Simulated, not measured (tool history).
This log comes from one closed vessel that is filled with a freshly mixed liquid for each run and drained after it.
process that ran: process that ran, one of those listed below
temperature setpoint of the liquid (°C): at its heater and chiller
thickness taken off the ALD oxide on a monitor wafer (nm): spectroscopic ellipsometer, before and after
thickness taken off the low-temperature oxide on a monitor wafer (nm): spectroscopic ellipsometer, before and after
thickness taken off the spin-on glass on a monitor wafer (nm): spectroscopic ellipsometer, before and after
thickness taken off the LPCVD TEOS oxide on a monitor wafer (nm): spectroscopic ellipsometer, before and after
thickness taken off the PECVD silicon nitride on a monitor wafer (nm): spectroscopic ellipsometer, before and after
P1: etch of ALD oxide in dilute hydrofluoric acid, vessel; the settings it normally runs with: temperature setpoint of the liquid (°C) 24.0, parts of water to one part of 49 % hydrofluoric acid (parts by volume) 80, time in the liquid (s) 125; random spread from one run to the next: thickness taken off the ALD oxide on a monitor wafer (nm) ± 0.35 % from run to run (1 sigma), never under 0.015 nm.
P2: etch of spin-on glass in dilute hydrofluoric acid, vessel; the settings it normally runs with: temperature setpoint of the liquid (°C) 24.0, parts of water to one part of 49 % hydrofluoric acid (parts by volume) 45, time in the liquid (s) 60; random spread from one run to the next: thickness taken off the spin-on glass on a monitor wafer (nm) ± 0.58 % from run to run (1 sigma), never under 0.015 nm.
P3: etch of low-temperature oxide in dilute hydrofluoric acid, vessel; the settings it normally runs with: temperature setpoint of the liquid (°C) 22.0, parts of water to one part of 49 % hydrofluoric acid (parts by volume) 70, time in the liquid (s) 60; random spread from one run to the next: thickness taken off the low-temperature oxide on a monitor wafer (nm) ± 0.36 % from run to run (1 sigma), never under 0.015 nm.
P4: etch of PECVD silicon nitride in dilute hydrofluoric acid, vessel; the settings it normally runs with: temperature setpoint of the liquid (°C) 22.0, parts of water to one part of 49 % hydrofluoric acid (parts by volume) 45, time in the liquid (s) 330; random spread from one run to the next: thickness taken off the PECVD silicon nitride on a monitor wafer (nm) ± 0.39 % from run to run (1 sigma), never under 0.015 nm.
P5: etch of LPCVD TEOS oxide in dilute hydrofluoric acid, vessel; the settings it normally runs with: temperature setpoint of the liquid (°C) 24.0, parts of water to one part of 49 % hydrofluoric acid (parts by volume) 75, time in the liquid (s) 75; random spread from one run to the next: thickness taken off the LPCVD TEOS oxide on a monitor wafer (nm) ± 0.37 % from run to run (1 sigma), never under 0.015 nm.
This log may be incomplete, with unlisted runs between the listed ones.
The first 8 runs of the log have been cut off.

run,hour,process that ran,temperature setpoint of the liquid (°C),parts of water to one part of 49 % hydrofluoric acid (parts by volume),time in the liquid (s),hours since the thermometer was replaced,hours since the hydrofluoric acid flow meter was replaced,thickness taken off the ALD oxide on a monitor wafer (nm),thickness taken off the low-temperature oxide on a monitor wafer (nm),thickness taken off the spin-on glass on a monitor wafer (nm),thickness taken off the LPCVD TEOS oxide on a monitor wafer (nm),thickness taken off the PECVD silicon nitride on a monitor wafer (nm)
9,72.4,P5,24.0,75,75,414.6,387.2,,,,56.123,
10,82.2,P4,18.5,45,330,424.4,397.0,,,,,16.2650
11,90.5,P1,17.0,35,125,432.7,405.3,38.308,,,,
12,96.1,P3,29.0,70,60,438.3,410.9,,31.707,,,
13,102.6,P1,24.0,80,60,444.8,417.4,10.276,,,,
14,113.0,P1,19.5,80,125,455.2,427.8,17.619,,,,
# hour 115.0: hydrofluoric acid flow meter replaced
15,119.4,P3,22.0,70,60,461.6,4.5,,23.961,,,
16,130.2,P2,24.0,45,60,472.4,15.3,,,59.380,,
17,139.4,P1,30.5,80,125,481.6,24.5,27.624,,,,
18,148.2,P3,22.0,70,60,490.4,33.3,,24.002,,,
19,158.3,P5,24.0,75,125,500.5,43.4,,,,94.021,
20,166.4,P4,22.0,45,330,508.6,51.5,,,,,20.6220
21,176.9,P5,19.5,75,75,519.1,62.0,,,,46.965,
22,184.8,P2,24.0,45,60,527.0,69.9,,,58.917,,
23,194.4,P1,24.0,80,125,536.6,79.5,21.397,,,,
24,203.4,P4,22.0,20,330,545.6,88.5,,,,,45.1450
25,212.2,P2,24.0,45,115,554.4,97.3,,,113.570,,
26,223.1,P1,24.0,80,125,565.3,108.2,21.424,,,,
27,230.8,P4,22.0,45,330,573.0,115.9,,,,,20.6480
28,241.3,P4,22.0,45,110,583.5,126.4,,,,,6.8687
29,251.4,P2,31.5,45,60,593.6,136.5,,,79.949,,
30,258.3,P1,24.0,80,125,600.5,143.4,21.454,,,,
31,264.4,P1,24.0,35,125,606.6,149.5,51.466,,,,
32,273.1,P1,24.0,80,125,615.3,158.2,21.137,,,,
33,278.2,P1,24.0,80,125,620.4,163.3,20.833,,,,

What will run 34 give?
34,287.2,P1,24.0,80,125,629.4,172.3,?,,,,

thickness taken off the ALD oxide on a monitor wafer (nm): 20.126
